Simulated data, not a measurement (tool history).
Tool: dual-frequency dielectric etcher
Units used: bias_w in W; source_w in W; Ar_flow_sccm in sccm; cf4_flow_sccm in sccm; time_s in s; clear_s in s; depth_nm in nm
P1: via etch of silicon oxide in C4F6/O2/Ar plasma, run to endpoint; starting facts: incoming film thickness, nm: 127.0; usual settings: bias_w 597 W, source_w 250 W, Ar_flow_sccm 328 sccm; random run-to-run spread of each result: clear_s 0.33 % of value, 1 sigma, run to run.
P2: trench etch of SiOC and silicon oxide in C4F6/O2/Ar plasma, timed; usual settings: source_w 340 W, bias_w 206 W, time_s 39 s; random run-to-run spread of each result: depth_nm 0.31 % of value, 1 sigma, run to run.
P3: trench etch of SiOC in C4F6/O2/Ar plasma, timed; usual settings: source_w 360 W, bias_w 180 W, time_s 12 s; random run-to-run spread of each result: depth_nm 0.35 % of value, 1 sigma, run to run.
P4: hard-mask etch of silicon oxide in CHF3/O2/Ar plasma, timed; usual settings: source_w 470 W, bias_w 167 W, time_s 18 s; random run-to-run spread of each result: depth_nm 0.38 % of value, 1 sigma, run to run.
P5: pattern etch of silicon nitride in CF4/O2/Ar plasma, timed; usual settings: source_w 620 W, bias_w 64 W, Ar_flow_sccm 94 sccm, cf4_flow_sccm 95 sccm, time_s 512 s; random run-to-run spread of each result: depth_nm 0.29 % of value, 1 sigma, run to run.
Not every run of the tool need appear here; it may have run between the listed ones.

Run 1, day 0.233: process P1, bias_w 597 W, source_w 250 W, Ar_flow_sccm 328 sccm. Result: clear_s 29.993 s.
Run 2, day 0.417: process P5, bias_w 64 W, source_w 620 W, Ar_flow_sccm 94 sccm, cf4_flow_sccm 95 sccm, time_s 377 s. Result: depth_nm 955.1 nm.
Run 3, day 0.55: process P1, bias_w 597 W, source_w 300 W, Ar_flow_sccm 328 sccm. Result: clear_s 28.159 s.
Run 4, day 0.654: process P1, bias_w 597 W, source_w 190 W, Ar_flow_sccm 228 sccm. Result: clear_s 31.99 s.
Run 5, day 0.858: process P1, bias_w 752 W, source_w 200 W, Ar_flow_sccm 328 sccm. Result: clear_s 29.9 s.
Run 6, day 1.008: process P1, bias_w 378 W, source_w 250 W, Ar_flow_sccm 328 sccm. Result: clear_s 35.786 s.
Run 7, day 1.138: process P3, bias_w 180 W, source_w 360 W, time_s 15.5 s. Result: depth_nm 31.137 nm.
Run 8, day 1.304: process P2, bias_w 206 W, source_w 340 W, time_s 39 s. Result: depth_nm 75.689 nm.
Run 9, day 1.429: process P5, bias_w 64 W, source_w 760 W, Ar_flow_sccm 94 sccm, cf4_flow_sccm 95 sccm, time_s 512 s. Result: depth_nm 1546.4 nm.
Run 10, day 1.55: process P5, bias_w 64 W, source_w 620 W, Ar_flow_sccm 94 sccm, cf4_flow_sccm 68 sccm, time_s 512 s. Result: depth_nm 1240.6 nm.
Run 11, day 1.688: process P5, bias_w 64 W, source_w 620 W, Ar_flow_sccm 94 sccm, cf4_flow_sccm 95 sccm, time_s 512 s. Result: depth_nm 1295.4 nm.
Run 12, day 1.817: process P1, bias_w 708 W, source_w 250 W, Ar_flow_sccm 328 sccm. Result: clear_s 28.112 s.
Run 13, day 1.962: process P1, bias_w 597 W, source_w 250 W, Ar_flow_sccm 328 sccm. Result: clear_s 30.104 s.
Run 14, day 2.154: process P5, bias_w 64 W, source_w 620 W, Ar_flow_sccm 54 sccm, cf4_flow_sccm 95 sccm, time_s 512 s. Result: depth_nm 1376.4 nm.
Run 15, day 2.267: process P1, bias_w 597 W, source_w 250 W, Ar_flow_sccm 328 sccm. Result: clear_s 30.151 s.
Run 16, day 2.45: process P3, bias_w 180 W, source_w 360 W, time_s 12 s. Result: depth_nm 24.058 nm.
Run 17, day 2.608: process P1, bias_w 597 W, source_w 250 W, Ar_flow_sccm 255 sccm. Result: clear_s 29.131 s.
Run 18, day 2.846: process P1, bias_w 597 W, source_w 150 W, Ar_flow_sccm 328 sccm. Result: clear_s 36.238 s.
Run 19, day 3.012: process P4, bias_w 167 W, source_w 270 W, time_s 18 s. Result: depth_nm 25.969 nm.
Run 20, day 3.212: process P5, bias_w 64 W, source_w 620 W, Ar_flow_sccm 94 sccm, cf4_flow_sccm 95 sccm, time_s 512 s. Result: depth_nm 1290.8 nm.
Run 21, day 3.412: process P4, bias_w 97 W, source_w 470 W, time_s 18 s. Result: depth_nm 26.799 nm.
Run 22, day 3.588: process P1, bias_w 597 W, source_w 250 W, Ar_flow_sccm 328 sccm. Result: clear_s 30.086 s.
Run 23, day 3.767: process P2, bias_w 206 W, source_w 230 W, time_s 39 s. Result: depth_nm 65.088 nm.
Run 24, day 3.921: process P4, bias_w 167 W, source_w 470 W, time_s 11.5 s. Result: depth_nm 20.396 nm.
Run 25, day 4.079: process P2, bias_w 159 W, source_w 340 W, time_s 39 s. Result: depth_nm 69.853 nm.
Run 26, day 4.317: process P4, bias_w 167 W, source_w 470 W, time_s 18 s. Result: depth_nm 31.697 nm.
Run 27, day 4.475: process P1, bias_w 489 W, source_w 320 W, Ar_flow_sccm 328 sccm. Result: clear_s 29.685 s.
Run 28, day 4.7: process P3, bias_w 180 W, source_w 360 W, time_s 12 s. Result: depth_nm 23.946 nm.
Run 29, day 4.85: process P2, bias_w 206 W, source_w 340 W, time_s 53 s. Result: depth_nm 103.69 nm.
Run 30, day 5.008: process P3, bias_w 117 W, source_w 360 W, time_s 12 s. Result: depth_nm 21.275 nm.
Run 31, day 5.15: process P5, bias_w 78 W, source_w 620 W, Ar_flow_sccm 94 sccm, cf4_flow_sccm 95 sccm, time_s 512 s. Result: depth_nm 1405 nm.
Run 32, day 5.308: process P1, bias_w 597 W, source_w 250 W, Ar_flow_sccm 463 sccm. Result: clear_s 31.289 s.
Run 33, day 5.462: process P3, bias_w 180 W, source_w 260 W, time_s 12 s. Result: depth_nm 21.272 nm.
Run 34, day 5.679: process P1, bias_w 597 W, source_w 250 W, Ar_flow_sccm 328 sccm. Result: clear_s 30.026 s.

For run 35, what comes out?
Run 35, day 5.85: process P1, bias_w 597 W, source_w 250 W, Ar_flow_sccm 328 sccm. Result: clear_s ?.

Run 35 came out at clear_s 29.729 s.
